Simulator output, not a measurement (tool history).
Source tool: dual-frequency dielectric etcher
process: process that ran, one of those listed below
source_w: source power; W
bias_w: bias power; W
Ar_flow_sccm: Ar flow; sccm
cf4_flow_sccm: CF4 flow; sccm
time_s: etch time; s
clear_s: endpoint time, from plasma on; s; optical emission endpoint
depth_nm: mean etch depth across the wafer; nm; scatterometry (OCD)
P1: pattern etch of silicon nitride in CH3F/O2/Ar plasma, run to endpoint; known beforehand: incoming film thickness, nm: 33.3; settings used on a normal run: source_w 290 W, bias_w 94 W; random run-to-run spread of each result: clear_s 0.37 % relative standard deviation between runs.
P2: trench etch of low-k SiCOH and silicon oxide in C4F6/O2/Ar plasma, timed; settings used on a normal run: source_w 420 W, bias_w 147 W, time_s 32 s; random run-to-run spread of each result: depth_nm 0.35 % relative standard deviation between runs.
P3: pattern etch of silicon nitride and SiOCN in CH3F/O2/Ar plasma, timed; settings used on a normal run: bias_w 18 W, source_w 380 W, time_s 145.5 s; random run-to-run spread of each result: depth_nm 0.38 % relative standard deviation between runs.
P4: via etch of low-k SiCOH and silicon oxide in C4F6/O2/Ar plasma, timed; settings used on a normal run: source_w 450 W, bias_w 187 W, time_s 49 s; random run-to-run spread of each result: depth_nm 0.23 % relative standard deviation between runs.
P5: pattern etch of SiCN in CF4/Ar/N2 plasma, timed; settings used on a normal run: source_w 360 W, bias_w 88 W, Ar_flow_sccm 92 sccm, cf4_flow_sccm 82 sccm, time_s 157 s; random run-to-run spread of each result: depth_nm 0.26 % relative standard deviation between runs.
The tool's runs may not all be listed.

| run | hour | process | source_w | bias_w | Ar_flow_sccm | cf4_flow_sccm | time_s | hours since the last wet clean | hours since the last source power generator calibration | hours since the last bias power generator calibration | clear_s | depth_nm |
|---|---|---|---|---|---|---|---|---|---|---|---|---|
| 1 | 8.6 | P1 | 290 | 94 |  |  |  | 283.4 | 2359.8 | 1521.1 | 48.531 |  |
| 2 | 24.2 | P5 | 360 | 88 | 92 | 52 | 157 | 299 | 2375.4 | 1536.7 |  | 114.43 |
| 3 | 32.9 | P1 | 340 | 94 |  |  |  | 307.7 | 2384.1 | 1545.4 | 45.436 |  |
| 4 | 45.8 | P5 | 360 | 88 | 71 | 82 | 157 | 320.6 | 2397 | 1558.3 |  | 125.55 |
| 5 | 54.9 | P1 | 240 | 67 |  |  |  | 329.7 | 2406.1 | 1567.4 | 59.071 |  |
| 6 | 68.7 | P3 | 380 | 24 |  |  | 145.5 | 343.5 | 2419.9 | 1581.2 |  | 20.014 |
| 7 | 81.7 | P4 | 450 | 187 |  |  | 49 | 356.5 | 2432.9 | 1594.2 |  | 126.27 |
| 8 | 94.2 | P2 | 420 | 147 |  |  | 41 | 369 | 2445.4 | 1606.7 |  | 117.97 |
| 9 | 110.9 | P3 | 380 | 18 |  |  | 145.5 | 385.7 | 2462.1 | 1623.4 |  | 17.519 |
| 10 | 121.4 | P1 | 290 | 114 |  |  |  | 396.2 | 2472.6 | 1633.9 | 45.093 |  |
| 11 | 138.5 | P1 | 290 | 58 |  |  |  | 413.3 | 2489.7 | 1651 | 57.759 |  |
| 12 | 153.1 | P3 | 380 | 18 |  |  | 145.5 | 427.9 | 2504.3 | 1665.6 |  | 17.62 |
| 13 | 169.6 | P5 | 360 | 88 | 92 | 82 | 157 | 444.4 | 2520.8 | 1682.1 |  | 121.19 |
| 14 | 184 | P5 | 360 | 122 | 92 | 82 | 157 | 458.8 | 2535.2 | 1696.5 |  | 136.76 |
| 15 | 199.8 | P5 | 510 | 88 | 92 | 82 | 157 | 474.6 | 2551 | 1712.3 |  | 164.49 |
| 16 | 215 | P1 | 290 | 94 |  |  |  | 489.8 | 2566.2 | 1727.5 | 48.76 |  |
| 17 | 226.8 | P2 | 420 | 147 |  |  | 32 | 501.6 | 2578 | 1739.3 |  | 92.243 |
| 18 | 237.3 | P1 | 290 | 94 |  |  |  | 512.1 | 2588.5 | 1749.8 | 48.399 |  |
| 19 | 253.2 | P1 | 380 | 61 |  |  |  | 528 | 2604.4 | 1765.7 | 51.295 |  |
| 20 | 265.6 | P1 | 290 | 94 |  |  |  | 540.4 | 2616.8 | 1778.1 | 48.57 |  |
| 21 | 282.4 | P2 | 420 | 147 |  |  | 32 | 557.2 | 2633.6 | 1794.9 |  | 92.247 |
| 22 | 299.6 | P5 | 360 | 88 | 92 | 82 | 86.5 | 574.4 | 2650.8 | 1812.1 |  | 66.738 |
| 23 | 310 | P1 | 290 | 94 |  |  |  | 584.8 | 2661.2 | 1822.5 | 48.685 |  |
| 24 | 323.1 | P4 | 610 | 187 |  |  | 49 | 597.9 | 2674.3 | 1835.6 |  | 141.87 |
| 25 | 338.8 | P1 | 200 | 94 |  |  |  | 613.6 | 2690 | 1851.3 | 55.822 |  |
| 26 | 350.6 | P2 | 420 | 105 |  |  | 32 | 625.4 | 2701.8 | 1863.1 |  | 83.605 |
| 27 | 365.2 | P4 | 450 | 129 |  |  | 49 | 640 | 2716.4 | 1877.7 |  | 112.99 |
| 28 | 375.7 | P4 | 450 | 187 |  |  | 49 | 650.5 | 2726.9 | 1888.2 |  | 126.07 |
|  | 382.4 | wet clean of the chamber |
| 29 | 391.9 | P2 | 540 | 147 |  |  | 32 | 9.5 | 2743.1 | 1904.4 |  | 101.81 |
| 30 | 403.3 | P4 | 450 | 187 |  |  | 32.5 | 20.9 | 2754.5 | 1915.8 |  | 83.93 |
| 31 | 416.5 | P5 | 360 | 88 | 92 | 82 | 157 | 34.1 | 2767.7 | 1929 |  | 121.37 |
| 32 | 431.8 | P3 | 280 | 18 |  |  | 145.5 | 49.4 | 2783 | 1944.3 |  | 15.754 |
| 33 | 443.7 | P3 | 380 | 18 |  |  | 96.5 | 61.3 | 2794.9 | 1956.2 |  | 11.698 |
| 34 | 453.6 | P1 | 290 | 94 |  |  |  | 71.2 | 2804.8 | 1966.1 | 48.661 |  |
| 35 | 468.5 | P1 | 290 | 94 |  |  |  | 86.1 | 2819.7 | 1981 | 48.727 |  |
| 36 | 477.1 | P1 | 290 | 94 |  |  |  | 94.7 | 2828.3 | 1989.6 | 49.163 |  |
| 37 | 489.6 | P1 | 290 | 94 |  |  |  | 107.2 | 2840.8 | 2002.1 | 49.327 |  |
| 38 | 501 | P1 | 290 | 94 |  |  |  | 118.6 | 2852.2 | 2013.5 | 49.529 |  |
| 39 | 509.6 | P1 | 290 | 94 |  |  |  | 127.2 | 2860.8 | 2022.1 | 49.318 |  |
| 40 | 518.9 | P1 | 290 | 94 |  |  |  | 136.5 | 2870.1 | 2031.4 | 49.492 |  |
|  | 521.8 | wet clean of the chamber |
| 41 | 530.5 | P1 | 290 | 94 |  |  |  | 8.8 | 2881.7 | 2043 | 49.411 |  |
| 42 | 541.1 | P1 | 290 | 94 |  |  |  | 19.4 | 2892.3 | 2053.6 | 49.423 |  |
| 43 | 554.7 | P1 | 290 | 94 |  |  |  | 33 | 2905.9 | 2067.2 | 49.637 |  |
| 44 | 569.7 | P1 | 290 | 94 |  |  |  | 48 | 2920.9 | 2082.2 | 49.388 |  |
| 45 | 578.9 | P1 | 290 | 94 |  |  |  | 57.2 | 2930.1 | 2091.4 | 49.28 |  |

Something has made what P1 gives creep away from where it was; the 2 causes below, each at its own stated size, fit the log equally well:
A: bias power that arrives under what is set, % = 4.95
B: source power that arrives under what is set, % = 4.93
The process output started creeping at around hour 453.6.
What rules out each remaining cause:
chamber walls in a state that lowers the etch rate, %: serviced at hour 521.8, after the drift had started, without restoring the earlier output

4 check runs are offered, one wafer each, their results left as question marks. Which one tells the causes apart?
| check 1 | 588.1 | P4 | 450 | 141 |  |  | 49 |  |  |  |  | ? |
| check 2 | 588.1 | P2 | 500 | 147 |  |  | 39 |  |  |  |  | ? |
| check 3 | 588.1 | P3 | 320 | 18 |  |  | 145.5 |  |  |  |  | ? |
| check 4 | 588.1 | P5 | 360 | 88 | 92 | 82 | 86.5 |  |  |  |  | ? |

What each check would give under each cause:
| check | result | if A | if B |
|---|---|---|---|
| check 1 | depth_nm | 114.11 | 113.52 |
| check 2 | depth_nm | 118.71 | 118.1 |
| check 3 | depth_nm | 16.189 | 16.256 |
| check 4 | depth_nm | 65.605 | 63.897 |
Per check, the gap between the least separated pair of causes, taken in the result that splits them most: check 1 0.51 %; check 2 0.51 %; check 3 0.42 %; check 4 2.64 %
The causes can be told apart only by check 4. The other checks would give nearly the same results under each of them.

Here is what check 4 returned: depth_nm 64.06 nm. Which cause is it?

The correct cause is B, namely: source power that arrives under what is set, %.
